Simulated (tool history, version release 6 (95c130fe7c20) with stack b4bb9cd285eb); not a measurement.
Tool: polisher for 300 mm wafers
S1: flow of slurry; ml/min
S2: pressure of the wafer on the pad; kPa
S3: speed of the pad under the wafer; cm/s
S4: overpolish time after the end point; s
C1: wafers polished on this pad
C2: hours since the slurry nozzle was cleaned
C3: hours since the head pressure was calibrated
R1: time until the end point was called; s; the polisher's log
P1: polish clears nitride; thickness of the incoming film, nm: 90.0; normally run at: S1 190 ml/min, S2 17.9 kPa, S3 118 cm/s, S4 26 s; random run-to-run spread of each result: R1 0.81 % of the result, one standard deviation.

{"run": 1, "day": 0.608, "S1": 190, "S2": 17.9, "S3": 118, "S4": 26, "C1": 297, "C2": 233.7, "C3": 311.5, "R1": 89.307}
{"run": 2, "day": 1.162, "S1": 190, "S2": 17.9, "S3": 184, "S4": 26, "C1": 443, "C2": 247, "C3": 324.8, "R1": 56.986}
{"run": 3, "day": 1.829, "S1": 190, "S2": 17.9, "S3": 54, "S4": 26, "C1": 618, "C2": 263, "C3": 340.8, "R1": 194.19}
{"day": 2.154, "done": "slurry nozzle cleaned"}
{"run": 4, "day": 2.338, "S1": 190, "S2": 9, "S3": 118, "S4": 26, "C1": 752, "C2": 4.4, "C3": 353, "R1": 176.24}
{"run": 5, "day": 2.804, "S1": 190, "S2": 17.9, "S3": 118, "S4": 46, "C1": 875, "C2": 15.6, "C3": 364.2, "R1": 87.99}
{"run": 6, "day": 3.271, "S1": 190, "S2": 17.9, "S3": 118, "S4": 26, "C1": 998, "C2": 26.8, "C3": 375.4, "R1": 89.314}
{"run": 7, "day": 3.658, "S1": 190, "S2": 17.9, "S3": 118, "S4": 8, "C1": 1100, "C2": 36.1, "C3": 384.7, "R1": 88.796}
{"run": 8, "day": 4.042, "S1": 275, "S2": 17.9, "S3": 118, "S4": 26, "C1": 1201, "C2": 45.3, "C3": 393.9, "R1": 85.926}
{"run": 9, "day": 4.383, "S1": 190, "S2": 17.9, "S3": 118, "S4": 26, "C1": 1291, "C2": 53.5, "C3": 402.1, "R1": 88.44}
{"run": 10, "day": 4.967, "S1": 190, "S2": 17.9, "S3": 118, "S4": 26, "C1": 1444, "C2": 67.5, "C3": 416.1, "R1": 89.002}
{"run": 11, "day": 5.508, "S1": 115, "S2": 17.9, "S3": 118, "S4": 26, "C1": 1587, "C2": 80.5, "C3": 429.1, "R1": 97.457}
{"run": 12, "day": 6.204, "S1": 275, "S2": 17.9, "S3": 158, "S4": 26, "C1": 1770, "C2": 97.2, "C3": 445.8, "R1": 63.553}
{"run": 13, "day": 6.775, "S1": 190, "S2": 17.9, "S3": 170, "S4": 10, "C1": 1920, "C2": 110.9, "C3": 459.5, "R1": 62.076}
{"run": 14, "day": 7.446, "S1": 190, "S2": 9.7, "S3": 118, "S4": 43, "C1": 2097, "C2": 127, "C3": 475.6, "R1": 164.18}
{"run": 15, "day": 8.179, "S1": 190, "S2": 26.2, "S3": 118, "S4": 26, "C1": 2290, "C2": 144.6, "C3": 493.2, "R1": 60.665}
{"run": 16, "day": 8.821, "S1": 190, "S2": 17.9, "S3": 118, "S4": 26, "C1": 2459, "C2": 160, "C3": 508.6, "R1": 88.23}
{"run": 17, "day": 9.229, "S1": 190, "S2": 17.9, "S3": 118, "S4": 26, "C1": 2567, "C2": 169.8, "C3": 518.4, "R1": 90.505}
{"run": 18, "day": 9.721, "S1": 190, "S2": 17.9, "S3": 118, "S4": 26, "C1": 2696, "C2": 181.6, "C3": 530.2, "R1": 93.537}
{"run": 19, "day": 10.238, "S1": 190, "S2": 17.9, "S3": 118, "S4": 26, "C1": 2832, "C2": 194, "C3": 542.6, "R1": 94.29}
{"run": 20, "day": 10.721, "S1": 190, "S2": 17.9, "S3": 118, "S4": 26, "C1": 2959, "C2": 205.6, "C3": 554.2, "R1": 94.817}
{"run": 21, "day": 11.096, "S1": 190, "S2": 17.9, "S3": 118, "S4": 26, "C1": 3058, "C2": 214.6, "C3": 563.2, "R1": 93.982}
{"run": 22, "day": 11.417, "S1": 190, "S2": 17.9, "S3": 118, "S4": 26, "C1": 3143, "C2": 222.3, "C3": 570.9, "R1": 94.748}
{"day": 11.512, "done": "head pressure recalibrated"}
{"run": 23, "day": 11.867, "S1": 190, "S2": 17.9, "S3": 118, "S4": 26, "C1": 3261, "C2": 233.1, "C3": 8.6, "R1": 96.706}
{"run": 24, "day": 12.475, "S1": 190, "S2": 17.9, "S3": 118, "S4": 26, "C1": 3421, "C2": 247.7, "C3": 23.2, "R1": 97.865}
{"run": 25, "day": 13.017, "S1": 190, "S2": 17.9, "S3": 118, "S4": 26, "C1": 3564, "C2": 260.7, "C3": 36.2, "R1": 96.913}
{"run": 26, "day": 13.421, "S1": 190, "S2": 17.9, "S3": 118, "S4": 26, "C1": 3670, "C2": 270.4, "C3": 45.9, "R1": 97.254}

P1 no longer gives what it gave before; its output has crept away from where it was. The following 2 causes, each at its listed size, fit the log equally well:
A: removal rate lost through wear of the pad, % = 8.13
B: slurry flow missing at the pad, % = 38.5
The creep began at about day 8.821.
The rest of the possible causes, and what rules out each one:
head's pressure below its setpoint, %: serviced at day 11.512, after the drift had started, without restoring the earlier output

4 check runs are offered, each on 2 wafers whose results are averaged, their results left as question marks. Which one tells the causes apart?
{"run": "check 1", "day": 13.825, "S1": 190, "S2": 25.5, "S3": 118, "S4": 26, "R1": "?"}
{"run": "check 2", "day": 13.825, "S1": 190, "S2": 21.4, "S3": 118, "S4": 26, "R1": "?"}
{"run": "check 3", "day": 13.825, "S1": 190, "S2": 17.9, "S3": 58, "S4": 45, "R1": "?"}
{"run": "check 4", "day": 13.825, "S1": 115, "S2": 11.7, "S3": 118, "S4": 26, "R1": "?"}

Expected result of each check under each candidate cause:
check=check_1 result=R1 if_A=68.117 if_B=68.104
check=check_2 result=R1 if_A=81.301 if_B=81.285
check=check_3 result=R1 if_A=197.21 if_B=197.18
check=check_4 result=R1 if_A=161.9 if_B=169.82
Distance between the nearest two causes, measured in the result of the check that separates them most: check 1 0.02 %; check 2 0.02 %; check 3 0.02 %; check 4 4.78 %
The other checks would show nearly matching results whichever cause is true, so check 4 is the only one that separates the causes.

With check 4 done, the readings were: R1 170.51 s. Identify which of the listed causes applies.

It is B: slurry flow missing at the pad, %.

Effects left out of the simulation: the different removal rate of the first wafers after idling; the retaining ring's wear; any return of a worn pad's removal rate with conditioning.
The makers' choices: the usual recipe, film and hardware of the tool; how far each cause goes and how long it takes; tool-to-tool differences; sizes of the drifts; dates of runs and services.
